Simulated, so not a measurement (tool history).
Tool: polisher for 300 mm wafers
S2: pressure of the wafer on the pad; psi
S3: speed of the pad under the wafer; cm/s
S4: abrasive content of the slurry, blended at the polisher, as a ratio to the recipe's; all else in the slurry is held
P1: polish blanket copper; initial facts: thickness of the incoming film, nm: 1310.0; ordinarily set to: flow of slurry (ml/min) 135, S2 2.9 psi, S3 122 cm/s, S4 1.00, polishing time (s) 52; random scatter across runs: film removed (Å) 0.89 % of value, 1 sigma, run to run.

{"run": 1, "hour": 3.2, "flow of slurry (ml/min)": 135, "S2": 2.9, "S3": 122, "S4": 1.0, "polishing time (s)": 52, "film removed (Å)": 1919.6}
{"run": 2, "hour": 5.7, "flow of slurry (ml/min)": 135, "S2": 1.5, "S3": 122, "S4": 1.0, "polishing time (s)": 25, "film removed (Å)": 486.39}
{"run": 3, "hour": 10.0, "flow of slurry (ml/min)": 135, "S2": 4.5, "S3": 122, "S4": 1.0, "polishing time (s)": 52, "film removed (Å)": 2988.0}
{"run": 4, "hour": 12.4, "flow of slurry (ml/min)": 135, "S2": 2.9, "S3": 86, "S4": 1.0, "polishing time (s)": 52, "film removed (Å)": 1384.7}
{"run": 5, "hour": 16.7, "flow of slurry (ml/min)": 135, "S2": 2.9, "S3": 190, "S4": 1.0, "polishing time (s)": 52, "film removed (Å)": 2984.1}
{"run": 6, "hour": 19.1, "flow of slurry (ml/min)": 135, "S2": 2.9, "S3": 122, "S4": 1.0, "polishing time (s)": 52, "film removed (Å)": 1917.5}
{"hour": 20.4, "done": "head pressure recalibrated"}
{"run": 7, "hour": 21.8, "flow of slurry (ml/min)": 135, "S2": 2.9, "S3": 122, "S4": 1.0, "polishing time (s)": 75, "film removed (Å)": 2738.9}
{"run": 8, "hour": 26.1, "flow of slurry (ml/min)": 80, "S2": 2.9, "S3": 122, "S4": 1.0, "polishing time (s)": 52, "film removed (Å)": 1690.8}
{"run": 9, "hour": 30.1, "flow of slurry (ml/min)": 135, "S2": 2.9, "S3": 122, "S4": 1.0, "polishing time (s)": 52, "film removed (Å)": 1941.1}
{"run": 10, "hour": 34.0, "flow of slurry (ml/min)": 135, "S2": 2.9, "S3": 122, "S4": 1.0, "polishing time (s)": 34, "film removed (Å)": 1258.0}
{"run": 11, "hour": 36.3, "flow of slurry (ml/min)": 135, "S2": 1.8, "S3": 122, "S4": 1.0, "polishing time (s)": 52, "film removed (Å)": 1193.1}
{"run": 12, "hour": 39.1, "flow of slurry (ml/min)": 135, "S2": 4.2, "S3": 122, "S4": 1.25, "polishing time (s)": 52, "film removed (Å)": 2926.7}
{"run": 13, "hour": 44.1, "flow of slurry (ml/min)": 135, "S2": 2.9, "S3": 122, "S4": 1.0, "polishing time (s)": 52, "film removed (Å)": 1914.9}
{"run": 14, "hour": 46.7, "flow of slurry (ml/min)": 135, "S2": 2.9, "S3": 122, "S4": 1.0, "polishing time (s)": 52, "film removed (Å)": 1921.2}
{"run": 15, "hour": 50.9, "flow of slurry (ml/min)": 135, "S2": 2.9, "S3": 122, "S4": 0.65, "polishing time (s)": 52, "film removed (Å)": 1767.9}
{"run": 16, "hour": 54.4, "flow of slurry (ml/min)": 210, "S2": 2.9, "S3": 122, "S4": 1.0, "polishing time (s)": 52, "film removed (Å)": 2055.3}
{"run": 17, "hour": 57.0, "flow of slurry (ml/min)": 135, "S2": 2.9, "S3": 122, "S4": 1.4, "polishing time (s)": 52, "film removed (Å)": 2045.1}
{"run": 18, "hour": 61.3, "flow of slurry (ml/min)": 135, "S2": 2.9, "S3": 122, "S4": 1.0, "polishing time (s)": 52, "film removed (Å)": 1905.1}
{"run": 19, "hour": 63.8, "flow of slurry (ml/min)": 135, "S2": 2.9, "S3": 122, "S4": 1.0, "polishing time (s)": 52, "film removed (Å)": 1874.9}
{"run": 20, "hour": 66.8, "flow of slurry (ml/min)": 135, "S2": 2.9, "S3": 122, "S4": 1.0, "polishing time (s)": 52, "film removed (Å)": 1834.2}
{"run": 21, "hour": 71.9, "flow of slurry (ml/min)": 135, "S2": 2.9, "S3": 122, "S4": 1.0, "polishing time (s)": 52, "film removed (Å)": 1802.5}
{"run": 22, "hour": 76.0, "flow of slurry (ml/min)": 135, "S2": 2.9, "S3": 122, "S4": 1.0, "polishing time (s)": 52, "film removed (Å)": 1778.0}

Run 23 comes next. What will it give?
{"hour": 76.8, "done": "slurry blender recalibrated"}
{"run": 23, "hour": 78.5, "flow of slurry (ml/min)": 135, "S2": 2.9, "S3": 122, "S4": 1.0, "polishing time (s)": 52, "film removed (Å)": "?"}

Run 23 produced film removed (Å) 1789.10.
